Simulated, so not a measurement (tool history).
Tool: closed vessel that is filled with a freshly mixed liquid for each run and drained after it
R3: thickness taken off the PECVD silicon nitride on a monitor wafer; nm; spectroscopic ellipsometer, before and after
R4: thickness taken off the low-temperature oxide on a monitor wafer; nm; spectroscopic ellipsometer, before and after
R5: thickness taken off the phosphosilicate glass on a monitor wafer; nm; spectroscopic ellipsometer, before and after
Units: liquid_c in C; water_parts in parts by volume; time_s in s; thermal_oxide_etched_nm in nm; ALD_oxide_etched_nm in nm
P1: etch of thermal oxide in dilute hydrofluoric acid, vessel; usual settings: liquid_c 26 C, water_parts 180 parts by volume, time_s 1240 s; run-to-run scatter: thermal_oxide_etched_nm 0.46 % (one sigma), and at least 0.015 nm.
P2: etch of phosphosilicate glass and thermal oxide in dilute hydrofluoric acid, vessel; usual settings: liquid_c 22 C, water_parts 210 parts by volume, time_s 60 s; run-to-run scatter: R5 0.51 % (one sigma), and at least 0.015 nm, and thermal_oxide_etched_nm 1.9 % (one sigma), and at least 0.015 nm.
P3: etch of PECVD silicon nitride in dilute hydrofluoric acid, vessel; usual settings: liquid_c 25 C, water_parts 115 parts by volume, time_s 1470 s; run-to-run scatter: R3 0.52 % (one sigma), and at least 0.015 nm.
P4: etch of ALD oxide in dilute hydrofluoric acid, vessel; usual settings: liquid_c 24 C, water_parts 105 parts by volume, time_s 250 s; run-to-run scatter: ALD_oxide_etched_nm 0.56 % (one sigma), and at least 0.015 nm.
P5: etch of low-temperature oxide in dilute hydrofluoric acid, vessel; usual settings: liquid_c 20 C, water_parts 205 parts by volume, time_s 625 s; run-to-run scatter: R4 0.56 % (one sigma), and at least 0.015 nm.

{"run": 1, "day": 0.358, "process": "P1", "liquid_c": 26, "water_parts": 180, "time_s": 1240, "thermal_oxide_etched_nm": 31.775}
{"run": 2, "day": 0.758, "process": "P1", "liquid_c": 26, "water_parts": 180, "time_s": 1240, "thermal_oxide_etched_nm": 31.93}
{"run": 3, "day": 1.462, "process": "P4", "liquid_c": 24, "water_parts": 105, "time_s": 250, "ALD_oxide_etched_nm": 46.236}
{"run": 4, "day": 2.029, "process": "P4", "liquid_c": 24, "water_parts": 105, "time_s": 485, "ALD_oxide_etched_nm": 89.675}
{"run": 5, "day": 2.392, "process": "P1", "liquid_c": 26, "water_parts": 180, "time_s": 2485, "thermal_oxide_etched_nm": 63.729}
{"run": 6, "day": 2.758, "process": "P1", "liquid_c": 26, "water_parts": 180, "time_s": 1240, "thermal_oxide_etched_nm": 31.878}
{"run": 7, "day": 3.508, "process": "P3", "liquid_c": 25, "water_parts": 195, "time_s": 1470, "R3": 19.348}
{"run": 8, "day": 4.108, "process": "P3", "liquid_c": 25, "water_parts": 115, "time_s": 1470, "R3": 32.994}
{"run": 9, "day": 4.517, "process": "P5", "liquid_c": 20, "water_parts": 95, "time_s": 625, "R4": 74.057}
{"run": 10, "day": 5.15, "process": "P2", "liquid_c": 22, "water_parts": 210, "time_s": 30, "thermal_oxide_etched_nm": 0.54181, "R5": 15.74}
{"run": 11, "day": 5.921, "process": "P4", "liquid_c": 24, "water_parts": 180, "time_s": 250, "ALD_oxide_etched_nm": 24.595}
{"run": 12, "day": 6.462, "process": "P4", "liquid_c": 24, "water_parts": 105, "time_s": 250, "ALD_oxide_etched_nm": 46.333}
{"run": 13, "day": 7.054, "process": "P1", "liquid_c": 33.5, "water_parts": 180, "time_s": 1240, "thermal_oxide_etched_nm": 41.723}
{"run": 14, "day": 7.496, "process": "P5", "liquid_c": 20, "water_parts": 205, "time_s": 1055, "R4": 51.449}
{"run": 15, "day": 8.017, "process": "P1", "liquid_c": 26, "water_parts": 180, "time_s": 1240, "thermal_oxide_etched_nm": 31.654}
{"run": 16, "day": 8.708, "process": "P2", "liquid_c": 22, "water_parts": 210, "time_s": 60, "thermal_oxide_etched_nm": 1.0487, "R5": 31.344}
{"run": 17, "day": 9.192, "process": "P3", "liquid_c": 25, "water_parts": 115, "time_s": 2350, "R3": 52.363}
{"run": 18, "day": 9.921, "process": "P1", "liquid_c": 19.5, "water_parts": 180, "time_s": 225, "thermal_oxide_etched_nm": 4.4831}
{"run": 19, "day": 10.462, "process": "P2", "liquid_c": 22, "water_parts": 210, "time_s": 60, "thermal_oxide_etched_nm": 1.1039, "R5": 31.432}
{"run": 20, "day": 11.008, "process": "P5", "liquid_c": 20, "water_parts": 205, "time_s": 625, "R4": 30.425}
{"run": 21, "day": 11.446, "process": "P1", "liquid_c": 26, "water_parts": 30, "time_s": 1240, "thermal_oxide_etched_nm": 232.34}
{"run": 22, "day": 11.975, "process": "P4", "liquid_c": 32, "water_parts": 105, "time_s": 250, "ALD_oxide_etched_nm": 63.314}
{"run": 23, "day": 12.412, "process": "P1", "liquid_c": 26, "water_parts": 180, "time_s": 1240, "thermal_oxide_etched_nm": 31.98}
{"run": 24, "day": 12.888, "process": "P5", "liquid_c": 28, "water_parts": 205, "time_s": 625, "R4": 40.569}
{"run": 25, "day": 13.275, "process": "P2", "liquid_c": 18, "water_parts": 210, "time_s": 60, "thermal_oxide_etched_nm": 0.91535, "R5": 27.3}
{"run": 26, "day": 13.696, "process": "P3", "liquid_c": 25, "water_parts": 115, "time_s": 1470, "R3": 33.086}
{"run": 27, "day": 14.196, "process": "P1", "liquid_c": 26, "water_parts": 180, "time_s": 140, "thermal_oxide_etched_nm": 3.6096}
{"run": 28, "day": 14.688, "process": "P1", "liquid_c": 22, "water_parts": 180, "time_s": 1240, "thermal_oxide_etched_nm": 27.572}
{"run": 29, "day": 15.133, "process": "P3", "liquid_c": 20.5, "water_parts": 115, "time_s": 1470, "R3": 24.714}
{"run": 30, "day": 15.567, "process": "P2", "liquid_c": 22, "water_parts": 355, "time_s": 60, "thermal_oxide_etched_nm": 0.56238, "R5": 16.03}
{"run": 31, "day": 16.317, "process": "P5", "liquid_c": 20, "water_parts": 205, "time_s": 625, "R4": 30.685}
{"run": 32, "day": 16.983, "process": "P1", "liquid_c": 26, "water_parts": 280, "time_s": 1240, "thermal_oxide_etched_nm": 18.491}
{"run": 33, "day": 17.396, "process": "P1", "liquid_c": 26, "water_parts": 180, "time_s": 1240, "thermal_oxide_etched_nm": 32.137}
{"run": 34, "day": 17.892, "process": "P1", "liquid_c": 26, "water_parts": 180, "time_s": 1240, "thermal_oxide_etched_nm": 32.312}
{"run": 35, "day": 18.517, "process": "P1", "liquid_c": 26, "water_parts": 180, "time_s": 1240, "thermal_oxide_etched_nm": 33.103}
{"run": 36, "day": 18.925, "process": "P1", "liquid_c": 26, "water_parts": 180, "time_s": 1240, "thermal_oxide_etched_nm": 33.163}
{"run": 37, "day": 19.596, "process": "P1", "liquid_c": 26, "water_parts": 180, "time_s": 1240, "thermal_oxide_etched_nm": 33.355}
{"run": 38, "day": 20.25, "process": "P1", "liquid_c": 26, "water_parts": 180, "time_s": 1240, "thermal_oxide_etched_nm": 33.51}
{"run": 39, "day": 20.85, "process": "P1", "liquid_c": 26, "water_parts": 180, "time_s": 1240, "thermal_oxide_etched_nm": 33.619}
{"run": 40, "day": 21.517, "process": "P1", "liquid_c": 26, "water_parts": 180, "time_s": 1240, "thermal_oxide_etched_nm": 33.858}
{"run": 41, "day": 22.033, "process": "P1", "liquid_c": 26, "water_parts": 180, "time_s": 1240, "thermal_oxide_etched_nm": 34.006}
{"run": 42, "day": 22.483, "process": "P1", "liquid_c": 26, "water_parts": 180, "time_s": 1240, "thermal_oxide_etched_nm": 33.69}
{"run": 43, "day": 23.129, "process": "P1", "liquid_c": 26, "water_parts": 180, "time_s": 1240, "thermal_oxide_etched_nm": 34.025}

What P1 gives has crept away from where it was. These 2 causes fit the log equally well, each at the size given:
A: liquid hotter than its thermometer reads (K) = 1.59
B: hydrofluoric acid flow above the setpoint (%) = 4.91
The creep began at about day 17.396.

4 check runs are offered, one wafer each, their results left as question marks. Which one tells the causes apart?
{"run": "check 1", "day": 23.775, "process": "P4", "liquid_c": 24, "water_parts": 105, "time_s": 250, "ALD_oxide_etched_nm": "?"}
{"run": "check 2", "day": 23.775, "process": "P5", "liquid_c": 20, "water_parts": 205, "time_s": 625, "R4": "?"}
{"run": "check 3", "day": 23.775, "process": "P2", "liquid_c": 22, "water_parts": 210, "time_s": 60, "thermal_oxide_etched_nm": "?", "R5": "?"}
{"run": "check 4", "day": 23.775, "process": "P3", "liquid_c": 25, "water_parts": 115, "time_s": 1470, "R3": "?"}

What each check would give under each cause:
check=check_1 result=ALD_oxide_etched_nm if_A=49.246 if_B=48.834
check=check_2 result=R4 if_A=32.358 if_B=32.249
check=check_3 result=thermal_oxide_etched_nm if_A=1.1163 if_B=1.115
check=check_3 result=R5 if_A=33.305 if_B=33.265
check=check_4 result=R3 if_A=36.548 if_B=34.59
How far apart the two closest causes lie, in the result that separates them most: check 1 0.84 %; check 2 0.34 %; check 3 0.12 %; check 4 5.51 %
Check 4 tells the causes apart: in the others they would give nearly the same result.

Then check 4 was run and gave: R3 36.326 nm. Which cause is it?

It is A: liquid hotter than its thermometer reads (K).

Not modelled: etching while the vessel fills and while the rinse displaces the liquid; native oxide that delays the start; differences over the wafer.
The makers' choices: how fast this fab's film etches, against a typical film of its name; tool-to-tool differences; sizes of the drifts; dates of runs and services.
